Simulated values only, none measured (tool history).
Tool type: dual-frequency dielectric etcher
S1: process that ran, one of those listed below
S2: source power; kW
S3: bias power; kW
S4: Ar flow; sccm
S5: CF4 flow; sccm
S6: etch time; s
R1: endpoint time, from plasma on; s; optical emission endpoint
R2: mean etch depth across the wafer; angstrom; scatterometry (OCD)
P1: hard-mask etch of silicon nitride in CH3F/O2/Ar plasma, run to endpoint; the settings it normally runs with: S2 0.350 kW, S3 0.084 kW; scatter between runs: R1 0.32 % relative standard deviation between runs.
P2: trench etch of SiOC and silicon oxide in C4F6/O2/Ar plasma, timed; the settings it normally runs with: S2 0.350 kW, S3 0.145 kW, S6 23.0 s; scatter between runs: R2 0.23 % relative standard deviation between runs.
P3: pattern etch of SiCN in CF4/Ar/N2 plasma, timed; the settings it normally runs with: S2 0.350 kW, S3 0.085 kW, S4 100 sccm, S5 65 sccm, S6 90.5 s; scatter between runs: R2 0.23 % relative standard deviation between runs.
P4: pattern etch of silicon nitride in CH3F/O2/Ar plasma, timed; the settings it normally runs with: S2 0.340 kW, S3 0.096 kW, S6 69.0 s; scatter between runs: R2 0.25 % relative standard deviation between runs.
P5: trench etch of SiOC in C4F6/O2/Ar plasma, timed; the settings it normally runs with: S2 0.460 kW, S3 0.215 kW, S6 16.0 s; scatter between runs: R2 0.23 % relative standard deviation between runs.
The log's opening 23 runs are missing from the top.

run 24 day=3.421 | S1=P2 S2=0.350 S3=0.113 S6=23.0 | R2=392.76
run 25 day=3.612 | S1=P4 S2=0.340 S3=0.096 S6=96.5 | R2=697.78
run 26 day=3.779 | S1=P5 S2=0.460 S3=0.125 S6=16.0 | R2=314.40
run 27 day=3.938 | S1=P2 S2=0.350 S3=0.145 S6=23.0 | R2=421.72
run 28 day=4.088 | S1=P1 S2=0.350 S3=0.084 | R1=41.649
run 29 day=4.192 | S1=P4 S2=0.340 S3=0.058 S6=69.0 | R2=416.43
run 30 day=4.392 | S1=P2 S2=0.350 S3=0.145 S6=33.5 | R2=615.13
run 31 day=4.508 | S1=P1 S2=0.240 S3=0.084 | R1=47.722
run 32 day=4.608 | S1=P1 S2=0.420 S3=0.104 | R1=35.800
run 33 day=4.721 | S1=P1 S2=0.350 S3=0.084 | R1=41.632
run 34 day=4.812 | S1=P1 S2=0.350 S3=0.084 | R1=41.601
run 35 day=4.958 | S1=P1 S2=0.350 S3=0.084 | R1=41.855
run 36 day=5.133 | S1=P1 S2=0.350 S3=0.084 | R1=41.943
run 37 day=5.317 | S1=P1 S2=0.350 S3=0.084 | R1=42.236
run 38 day=5.471 | S1=P1 S2=0.350 S3=0.084 | R1=42.125
run 39 day=5.567 | S1=P1 S2=0.350 S3=0.084 | R1=42.008
run 40 day=5.721 | S1=P1 S2=0.350 S3=0.084 | R1=41.960

Run 41, settings as shown, results not yet in. Your forecast:
-- day=5.796 wet clean of the chamber
run 41 day=5.912 | S1=P1 S2=0.350 S3=0.084 | R1=?

{"run 41": {"R1": 42.143}}

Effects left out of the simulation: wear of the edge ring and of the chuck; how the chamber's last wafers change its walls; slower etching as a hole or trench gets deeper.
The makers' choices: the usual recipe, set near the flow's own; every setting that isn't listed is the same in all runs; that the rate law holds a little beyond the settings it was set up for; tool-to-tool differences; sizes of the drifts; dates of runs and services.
